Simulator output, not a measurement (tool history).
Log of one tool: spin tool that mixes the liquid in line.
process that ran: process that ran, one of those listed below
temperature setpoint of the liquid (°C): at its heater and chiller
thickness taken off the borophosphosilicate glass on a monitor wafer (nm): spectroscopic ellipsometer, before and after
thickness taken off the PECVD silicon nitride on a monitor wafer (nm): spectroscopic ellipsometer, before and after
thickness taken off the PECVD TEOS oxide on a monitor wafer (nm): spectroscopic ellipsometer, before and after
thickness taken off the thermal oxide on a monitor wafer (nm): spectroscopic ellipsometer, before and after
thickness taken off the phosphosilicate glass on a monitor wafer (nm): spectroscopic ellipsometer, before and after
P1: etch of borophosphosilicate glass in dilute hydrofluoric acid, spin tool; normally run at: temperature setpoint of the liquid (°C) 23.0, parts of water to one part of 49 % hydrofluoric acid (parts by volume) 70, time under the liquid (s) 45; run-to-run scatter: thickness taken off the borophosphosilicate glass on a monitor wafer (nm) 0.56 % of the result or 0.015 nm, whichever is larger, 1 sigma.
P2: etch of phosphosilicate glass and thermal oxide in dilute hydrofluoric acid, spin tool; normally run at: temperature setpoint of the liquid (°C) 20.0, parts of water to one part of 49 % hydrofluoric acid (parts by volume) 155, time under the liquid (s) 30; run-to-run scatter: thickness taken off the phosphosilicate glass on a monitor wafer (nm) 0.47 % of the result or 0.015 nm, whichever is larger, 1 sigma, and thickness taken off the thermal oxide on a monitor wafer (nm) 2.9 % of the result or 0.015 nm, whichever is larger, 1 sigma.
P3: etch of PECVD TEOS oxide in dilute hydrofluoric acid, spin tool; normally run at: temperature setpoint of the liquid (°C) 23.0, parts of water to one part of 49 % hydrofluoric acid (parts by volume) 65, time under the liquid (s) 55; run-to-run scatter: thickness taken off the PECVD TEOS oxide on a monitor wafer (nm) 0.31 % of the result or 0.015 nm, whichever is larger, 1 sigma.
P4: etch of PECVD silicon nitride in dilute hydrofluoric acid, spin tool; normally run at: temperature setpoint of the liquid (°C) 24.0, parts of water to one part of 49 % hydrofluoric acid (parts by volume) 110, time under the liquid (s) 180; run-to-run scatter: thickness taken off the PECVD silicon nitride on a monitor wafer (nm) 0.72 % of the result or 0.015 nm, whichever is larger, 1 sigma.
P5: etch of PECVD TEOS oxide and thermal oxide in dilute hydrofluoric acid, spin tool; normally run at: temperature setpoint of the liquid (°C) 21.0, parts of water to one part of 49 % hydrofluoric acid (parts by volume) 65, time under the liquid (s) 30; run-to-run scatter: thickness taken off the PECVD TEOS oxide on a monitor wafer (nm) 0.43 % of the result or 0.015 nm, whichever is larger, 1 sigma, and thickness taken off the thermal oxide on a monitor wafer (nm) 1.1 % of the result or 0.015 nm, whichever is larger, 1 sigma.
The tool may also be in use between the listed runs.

run,hour,process that ran,temperature setpoint of the liquid (°C),parts of water to one part of 49 % hydrofluoric acid (parts by volume),time under the liquid (s),hours since the thermometer was replaced,hours since the hydrofluoric acid flow meter was replaced,thickness taken off the borophosphosilicate glass on a monitor wafer (nm),thickness taken off the PECVD silicon nitride on a monitor wafer (nm),thickness taken off the PECVD TEOS oxide on a monitor wafer (nm),thickness taken off the thermal oxide on a monitor wafer (nm),thickness taken off the phosphosilicate glass on a monitor wafer (nm)
1,13.1,P1,23.0,70,45,428.0,469.2,16.2390,,,,
2,30.4,P4,24.0,155,180,445.3,486.5,,2.0911,,,
3,47.3,P3,31.0,65,55,462.2,503.4,,,16.7740,,
4,64.9,P1,19.0,70,25,479.8,521.0,7.6343,,,,
5,76.4,P5,21.0,65,30,491.3,532.5,,,12.4610,1.93990,
6,91.5,P2,25.5,155,30,506.4,547.6,,,,0.86921,19.806
7,105.6,P3,23.0,65,55,520.5,561.7,,,12.1230,,
8,116.2,P1,23.0,70,45,531.1,572.3,16.0670,,,,
9,131.7,P5,21.0,65,30,546.6,587.8,,,12.3120,1.90470,
10,142.2,P3,23.0,65,15,557.1,598.3,,,3.3302,,
11,158.4,P4,24.0,110,285,573.3,614.5,,4.6964,,,
12,166.4,P1,23.0,70,45,581.3,622.5,16.2520,,,,
13,181.9,P1,17.0,70,45,596.8,638.0,12.5130,,,,
14,192.6,P1,23.0,70,85,607.5,648.7,30.5790,,,,
15,204.4,P1,23.0,125,45,619.3,660.5,8.3801,,,,
16,220.5,P4,24.0,110,180,635.4,676.6,,2.9718,,,
17,234.6,P1,23.0,70,45,649.5,690.7,16.0490,,,,
18,243.3,P5,17.0,65,30,658.2,699.4,,,10.4110,1.63090,
19,257.0,P1,23.0,70,45,671.9,713.1,16.1070,,,,
20,271.0,P2,20.0,25,30,685.9,727.1,,,,5.07530,115.500
21,287.7,P1,23.0,70,25,702.6,743.8,8.8659,,,,
22,298.6,P3,23.0,115,55,713.5,754.7,,,6.4877,,
23,312.1,P4,30.5,110,180,727.0,768.2,,4.4303,,,
24,321.7,P1,23.0,35,45,736.6,777.8,33.7050,,,,
25,334.1,P2,20.0,155,50,749.0,790.2,,,,1.16440,26.751
26,344.5,P5,21.0,65,50,759.4,800.6,,,20.6640,3.24160,
27,355.4,P2,20.0,155,30,770.3,811.5,,,,0.75723,16.020
28,371.6,P1,27.0,70,45,786.5,827.7,19.0480,,,,
29,386.4,P5,21.0,95,30,801.3,842.5,,,8.1412,1.29630,
30,397.9,P1,23.0,70,45,812.8,854.0,16.0680,,,,
31,405.7,P1,23.0,70,45,820.6,861.8,16.3040,,,,
32,420.0,P1,23.0,70,45,834.9,876.1,16.5870,,,,
33,437.3,P1,23.0,70,45,852.2,893.4,16.7850,,,,
34,448.5,P1,23.0,70,45,863.4,904.6,16.9040,,,,
35,462.7,P1,23.0,70,45,877.6,918.8,16.9600,,,,
36,476.5,P1,23.0,70,45,891.4,932.6,17.0400,,,,
37,492.8,P1,23.0,70,45,907.7,948.9,17.1250,,,,
38,507.9,P1,23.0,70,45,922.8,964.0,16.9520,,,,
39,522.1,P1,23.0,70,45,937.0,978.2,16.9930,,,,

What P1 gives has crept away from where it was. These 2 causes fit the log equally well, each at the size given:
A: liquid hotter than its thermometer reads (K) = 1.48
B: hydrofluoric acid flow above the setpoint (%) = 5.65
The creep began at about hour 397.9.

4 check runs are offered, each on 3 wafers whose results are averaged, their results left as question marks. Which one tells the causes apart?
check 1,536.3,P4,24.0,110,180,,,,?,,,
check 2,536.3,P5,21.0,65,30,,,,,?,?,
check 3,536.3,P3,23.0,65,55,,,,,?,,
check 4,536.3,P2,20.0,155,30,,,,,,?,?

What each check would give under each cause:
check,result,if A,if B
check 1,thickness taken off the PECVD silicon nitride on a monitor wafer (nm),3.2622,3.1272
check 2,thickness taken off the PECVD TEOS oxide on a monitor wafer (nm),13.1740,13.1470
check 2,thickness taken off the thermal oxide on a monitor wafer (nm),2.07230,2.06800
check 3,thickness taken off the PECVD TEOS oxide on a monitor wafer (nm),12.9870,12.9750
check 4,thickness taken off the thermal oxide on a monitor wafer (nm),0.75823,0.76226
check 4,thickness taken off the phosphosilicate glass on a monitor wafer (nm),17.037,17.127
How far apart the two closest causes lie, in the result that separates them most: check 1 4.23 %; check 2 0.21 %; check 3 0.09 %; check 4 0.53 %
Check 1 tells the causes apart: in the others they would give nearly the same result.

Then check 1 was run and gave: thickness taken off the PECVD silicon nitride on a monitor wafer (nm) 3.2445. Which cause is it?

It is A: liquid hotter than its thermometer reads (K).

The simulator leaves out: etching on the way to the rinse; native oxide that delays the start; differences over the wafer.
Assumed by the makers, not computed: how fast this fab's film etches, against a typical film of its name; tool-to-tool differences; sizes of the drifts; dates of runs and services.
